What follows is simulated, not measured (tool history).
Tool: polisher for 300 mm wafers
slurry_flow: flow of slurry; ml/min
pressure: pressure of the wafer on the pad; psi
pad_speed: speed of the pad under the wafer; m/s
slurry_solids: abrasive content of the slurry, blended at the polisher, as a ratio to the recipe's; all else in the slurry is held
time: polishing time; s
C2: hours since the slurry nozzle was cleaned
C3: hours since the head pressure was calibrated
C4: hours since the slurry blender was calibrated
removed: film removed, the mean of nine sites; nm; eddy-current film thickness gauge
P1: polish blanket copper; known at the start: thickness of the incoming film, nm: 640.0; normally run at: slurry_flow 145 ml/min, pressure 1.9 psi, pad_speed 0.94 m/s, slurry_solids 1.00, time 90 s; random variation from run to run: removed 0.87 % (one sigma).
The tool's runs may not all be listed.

Run 1, hour 7.8: slurry_flow 145 ml/min, pressure 1.9 psi, pad_speed 0.94 m/s, slurry_solids 1.00, time 90 s; wafers polished on this pad 231; C2 384.5; C3 270.7; C4 271.0. Result: removed 138.060 nm.
Run 2, hour 13.9: slurry_flow 145 ml/min, pressure 1.9 psi, pad_speed 1.40 m/s, slurry_solids 1.00, time 90 s; wafers polished on this pad 274; C2 390.6; C3 276.8; C4 277.1. Result: removed 205.540 nm.
Run 3, hour 17.8: slurry_flow 225 ml/min, pressure 1.9 psi, pad_speed 0.94 m/s, slurry_solids 1.00, time 90 s; wafers polished on this pad 302; C2 394.5; C3 280.7; C4 281.0. Result: removed 146.560 nm.
Run 4, hour 21.5: slurry_flow 145 ml/min, pressure 1.9 psi, pad_speed 0.94 m/s, slurry_solids 1.00, time 90 s; wafers polished on this pad 328; C2 398.2; C3 284.4; C4 284.7. Result: removed 138.220 nm.
Run 5, hour 26.4: slurry_flow 145 ml/min, pressure 1.9 psi, pad_speed 0.94 m/s, slurry_solids 1.00, time 90 s; wafers polished on this pad 362; C2 403.1; C3 289.3; C4 289.6. Result: removed 139.130 nm.
Run 6, hour 32.9: slurry_flow 145 ml/min, pressure 1.9 psi, pad_speed 0.94 m/s, slurry_solids 1.00, time 90 s; wafers polished on this pad 408; C2 409.6; C3 295.8; C4 296.1. Result: removed 139.270 nm.
Run 7, hour 36.7: slurry_flow 145 ml/min, pressure 1.9 psi, pad_speed 0.94 m/s, slurry_solids 1.00, time 90 s; wafers polished on this pad 435; C2 413.4; C3 299.6; C4 299.9. Result: removed 140.170 nm.
Run 8, hour 43.8: slurry_flow 145 ml/min, pressure 1.9 psi, pad_speed 0.94 m/s, slurry_solids 1.00, time 90 s; wafers polished on this pad 485; C2 420.5; C3 306.7; C4 307.0. Result: removed 138.080 nm.
Run 9, hour 51.3: slurry_flow 145 ml/min, pressure 1.9 psi, pad_speed 0.94 m/s, slurry_solids 1.35, time 139 s; wafers polished on this pad 537; C2 428.0; C3 314.2; C4 314.5. Result: removed 229.710 nm.
Run 10, hour 56.8: slurry_flow 205 ml/min, pressure 1.9 psi, pad_speed 0.94 m/s, slurry_solids 1.00, time 124 s; wafers polished on this pad 576; C2 433.5; C3 319.7; C4 320.0. Result: removed 202.140 nm.
Run 11, hour 63.2: slurry_flow 145 ml/min, pressure 1.9 psi, pad_speed 0.94 m/s, slurry_solids 1.00, time 59 s; wafers polished on this pad 621; C2 439.9; C3 326.1; C4 326.4. Result: removed 91.653 nm.
Run 12, hour 68.5: slurry_flow 145 ml/min, pressure 2.8 psi, pad_speed 0.94 m/s, slurry_solids 1.00, time 90 s; wafers polished on this pad 658; C2 445.2; C3 331.4; C4 331.7. Result: removed 202.530 nm.
At hour 70.9: head pressure recalibrated.
Run 13, hour 74.5: slurry_flow 145 ml/min, pressure 1.9 psi, pad_speed 0.94 m/s, slurry_solids 1.40, time 90 s; wafers polished on this pad 701; C2 451.2; C3 3.7; C4 337.7. Result: removed 147.410 nm.
Run 14, hour 81.6: slurry_flow 145 ml/min, pressure 1.9 psi, pad_speed 0.94 m/s, slurry_solids 1.00, time 141 s; wafers polished on this pad 751; C2 458.3; C3 10.8; C4 344.8. Result: removed 218.100 nm.
Run 15, hour 87.9: slurry_flow 145 ml/min, pressure 1.9 psi, pad_speed 0.94 m/s, slurry_solids 0.55, time 90 s; wafers polished on this pad 795; C2 464.6; C3 17.1; C4 351.1. Result: removed 123.930 nm.
Run 16, hour 92.4: slurry_flow 145 ml/min, pressure 1.2 psi, pad_speed 0.94 m/s, slurry_solids 1.00, time 90 s; wafers polished on this pad 827; C2 469.1; C3 21.6; C4 355.6. Result: removed 87.083 nm.
At hour 94.1: slurry blender recalibrated.
Run 17, hour 99.0: slurry_flow 145 ml/min, pressure 1.9 psi, pad_speed 0.94 m/s, slurry_solids 1.25, time 51 s; wafers polished on this pad 873; C2 475.7; C3 28.2; C4 5.0. Result: removed 82.431 nm.
Run 18, hour 106.2: slurry_flow 145 ml/min, pressure 1.9 psi, pad_speed 0.70 m/s, slurry_solids 1.00, time 90 s; wafers polished on this pad 924; C2 482.9; C3 35.4; C4 12.2. Result: removed 102.360 nm.
Run 19, hour 110.8: slurry_flow 100 ml/min, pressure 1.9 psi, pad_speed 0.94 m/s, slurry_solids 1.00, time 90 s; wafers polished on this pad 956; C2 487.5; C3 40.0; C4 16.8. Result: removed 130.010 nm.
Run 20, hour 115.3: slurry_flow 145 ml/min, pressure 1.9 psi, pad_speed 0.94 m/s, slurry_solids 1.00, time 90 s; wafers polished on this pad 988; C2 492.0; C3 44.5; C4 21.3. Result: removed 138.310 nm.
Run 21, hour 119.2: slurry_flow 145 ml/min, pressure 1.9 psi, pad_speed 0.94 m/s, slurry_solids 1.00, time 90 s; wafers polished on this pad 1015; C2 495.9; C3 48.4; C4 25.2. Result: removed 138.280 nm.
Run 22, hour 125.0: slurry_flow 145 ml/min, pressure 1.9 psi, pad_speed 0.94 m/s, slurry_solids 1.00, time 90 s; wafers polished on this pad 1056; C2 501.7; C3 54.2; C4 31.0. Result: removed 131.830 nm.
Run 23, hour 130.1: slurry_flow 145 ml/min, pressure 1.9 psi, pad_speed 0.94 m/s, slurry_solids 1.00, time 90 s; wafers polished on this pad 1092; C2 506.8; C3 59.3; C4 36.1. Result: removed 130.830 nm.
Run 24, hour 136.1: slurry_flow 145 ml/min, pressure 1.9 psi, pad_speed 0.94 m/s, slurry_solids 1.00, time 90 s; wafers polished on this pad 1134; C2 512.8; C3 65.3; C4 42.1. Result: removed 131.630 nm.
Run 25, hour 142.9: slurry_flow 145 ml/min, pressure 1.9 psi, pad_speed 0.94 m/s, slurry_solids 1.00, time 90 s; wafers polished on this pad 1182; C2 519.6; C3 72.1; C4 48.9. Result: removed 131.170 nm.
Run 26, hour 146.8: slurry_flow 145 ml/min, pressure 1.9 psi, pad_speed 0.94 m/s, slurry_solids 1.00, time 90 s; wafers polished on this pad 1209; C2 523.5; C3 76.0; C4 52.8. Result: removed 126.320 nm.
At hour 152.5: head pressure recalibrated.
Run 27, hour 153.6: slurry_flow 145 ml/min, pressure 1.9 psi, pad_speed 0.94 m/s, slurry_solids 1.00, time 90 s; wafers polished on this pad 1257; C2 530.3; C3 1.1; C4 59.6. Result: removed 126.510 nm.

The next listed run, before its measurement:
Run 28, hour 159.6: slurry_flow 145 ml/min, pressure 1.9 psi, pad_speed 0.94 m/s, slurry_solids 1.00, time 90 s; wafers polished on this pad 1299; C2 536.3; C3 7.1; C4 65.6. Result: removed ?.

{"run 28": {"removed": 126.85}}
